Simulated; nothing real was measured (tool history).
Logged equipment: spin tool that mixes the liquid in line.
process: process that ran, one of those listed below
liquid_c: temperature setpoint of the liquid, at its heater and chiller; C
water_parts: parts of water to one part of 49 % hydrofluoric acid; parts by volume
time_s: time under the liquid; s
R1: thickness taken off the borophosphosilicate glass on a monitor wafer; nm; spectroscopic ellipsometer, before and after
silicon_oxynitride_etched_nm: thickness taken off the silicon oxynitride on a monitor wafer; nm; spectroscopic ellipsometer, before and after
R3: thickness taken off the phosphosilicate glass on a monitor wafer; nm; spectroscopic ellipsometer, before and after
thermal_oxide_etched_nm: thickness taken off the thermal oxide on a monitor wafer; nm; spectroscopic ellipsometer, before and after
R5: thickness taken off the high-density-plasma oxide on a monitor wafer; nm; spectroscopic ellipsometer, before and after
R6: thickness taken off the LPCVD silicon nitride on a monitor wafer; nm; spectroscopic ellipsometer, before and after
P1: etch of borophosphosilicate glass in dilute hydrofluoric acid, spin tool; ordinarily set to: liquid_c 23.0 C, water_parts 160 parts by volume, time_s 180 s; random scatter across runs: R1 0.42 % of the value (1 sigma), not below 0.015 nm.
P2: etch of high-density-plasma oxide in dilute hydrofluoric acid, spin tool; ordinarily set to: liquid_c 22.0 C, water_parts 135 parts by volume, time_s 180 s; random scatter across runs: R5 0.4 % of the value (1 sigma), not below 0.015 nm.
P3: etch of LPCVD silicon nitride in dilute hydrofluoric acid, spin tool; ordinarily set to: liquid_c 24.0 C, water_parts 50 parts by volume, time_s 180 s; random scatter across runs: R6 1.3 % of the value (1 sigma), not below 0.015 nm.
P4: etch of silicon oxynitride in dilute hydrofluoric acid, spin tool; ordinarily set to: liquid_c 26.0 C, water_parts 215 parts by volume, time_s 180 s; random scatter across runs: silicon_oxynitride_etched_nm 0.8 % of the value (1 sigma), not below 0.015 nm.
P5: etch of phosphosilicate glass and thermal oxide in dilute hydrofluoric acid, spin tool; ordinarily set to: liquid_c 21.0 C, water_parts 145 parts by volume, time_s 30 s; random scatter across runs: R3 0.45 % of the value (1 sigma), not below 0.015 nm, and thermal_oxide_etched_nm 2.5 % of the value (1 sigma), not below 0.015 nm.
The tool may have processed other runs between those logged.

{"run": 1, "hour": 8.2, "process": "P1", "liquid_c": 23.0, "water_parts": 160, "time_s": 180, "R1": 34.973}
{"run": 2, "hour": 23.5, "process": "P4", "liquid_c": 26.0, "water_parts": 215, "time_s": 55, "silicon_oxynitride_etched_nm": 0.82947}
{"run": 3, "hour": 34.8, "process": "P5", "liquid_c": 21.0, "water_parts": 145, "time_s": 15, "R3": 8.0807, "thermal_oxide_etched_nm": 0.4428}
{"run": 4, "hour": 50.7, "process": "P1", "liquid_c": 19.0, "water_parts": 160, "time_s": 180, "R1": 29.713}
{"run": 5, "hour": 65.1, "process": "P2", "liquid_c": 17.0, "water_parts": 135, "time_s": 180, "R5": 4.8333}
{"run": 6, "hour": 75.1, "process": "P1", "liquid_c": 23.0, "water_parts": 160, "time_s": 15, "R1": 2.8876}
{"hour": 77.3, "done": "thermometer replaced"}
{"run": 7, "hour": 82.7, "process": "P4", "liquid_c": 26.0, "water_parts": 125, "time_s": 180, "silicon_oxynitride_etched_nm": 5.0599}
{"run": 8, "hour": 92.9, "process": "P3", "liquid_c": 24.0, "water_parts": 50, "time_s": 180, "R6": 1.788}
{"run": 9, "hour": 105.1, "process": "P5", "liquid_c": 21.0, "water_parts": 245, "time_s": 30, "R3": 8.6565, "thermal_oxide_etched_nm": 0.4545}
{"run": 10, "hour": 120.7, "process": "P3", "liquid_c": 24.0, "water_parts": 20, "time_s": 180, "R6": 4.1957}
{"run": 11, "hour": 128.1, "process": "P1", "liquid_c": 23.0, "water_parts": 240, "time_s": 180, "R1": 21.534}
{"run": 12, "hour": 142.9, "process": "P1", "liquid_c": 23.0, "water_parts": 160, "time_s": 180, "R1": 34.868}
{"run": 13, "hour": 157.2, "process": "P2", "liquid_c": 22.0, "water_parts": 135, "time_s": 15, "R5": 0.50425}
{"run": 14, "hour": 172.8, "process": "P1", "liquid_c": 23.0, "water_parts": 160, "time_s": 335, "R1": 65.36}
{"run": 15, "hour": 188.9, "process": "P5", "liquid_c": 21.0, "water_parts": 145, "time_s": 30, "R3": 16.164, "thermal_oxide_etched_nm": 0.86348}
{"run": 16, "hour": 203.4, "process": "P2", "liquid_c": 22.0, "water_parts": 135, "time_s": 180, "R5": 5.9185}
{"run": 17, "hour": 211.4, "process": "P1", "liquid_c": 23.0, "water_parts": 160, "time_s": 180, "R1": 34.852}
{"run": 18, "hour": 218.7, "process": "P4", "liquid_c": 26.0, "water_parts": 215, "time_s": 180, "silicon_oxynitride_etched_nm": 2.7643}
{"run": 19, "hour": 235.0, "process": "P1", "liquid_c": 23.0, "water_parts": 50, "time_s": 180, "R1": 127.8}
{"run": 20, "hour": 248.0, "process": "P5", "liquid_c": 29.0, "water_parts": 145, "time_s": 30, "R3": 21.858, "thermal_oxide_etched_nm": 1.1099}
{"run": 21, "hour": 255.7, "process": "P3", "liquid_c": 24.0, "water_parts": 50, "time_s": 180, "R6": 1.7233}
{"run": 22, "hour": 267.7, "process": "P2", "liquid_c": 22.0, "water_parts": 250, "time_s": 180, "R5": 2.8524}
{"run": 23, "hour": 280.8, "process": "P1", "liquid_c": 23.0, "water_parts": 160, "time_s": 180, "R1": 35.18}
{"run": 24, "hour": 288.2, "process": "P3", "liquid_c": 24.0, "water_parts": 50, "time_s": 345, "R6": 3.3816}
{"run": 25, "hour": 297.0, "process": "P5", "liquid_c": 21.0, "water_parts": 145, "time_s": 30, "R3": 16.011, "thermal_oxide_etched_nm": 0.86752}
{"run": 26, "hour": 309.2, "process": "P4", "liquid_c": 18.5, "water_parts": 215, "time_s": 180, "silicon_oxynitride_etched_nm": 1.9474}
{"run": 27, "hour": 320.9, "process": "P2", "liquid_c": 22.0, "water_parts": 135, "time_s": 180, "R5": 5.9532}
{"run": 28, "hour": 331.4, "process": "P3", "liquid_c": 19.5, "water_parts": 50, "time_s": 180, "R6": 1.2746}

What will run 29 give?
{"run": 29, "hour": 347.5, "process": "P1", "liquid_c": 29.0, "water_parts": 160, "time_s": 180, "R1": "?"}

R1: 43.8180 nm
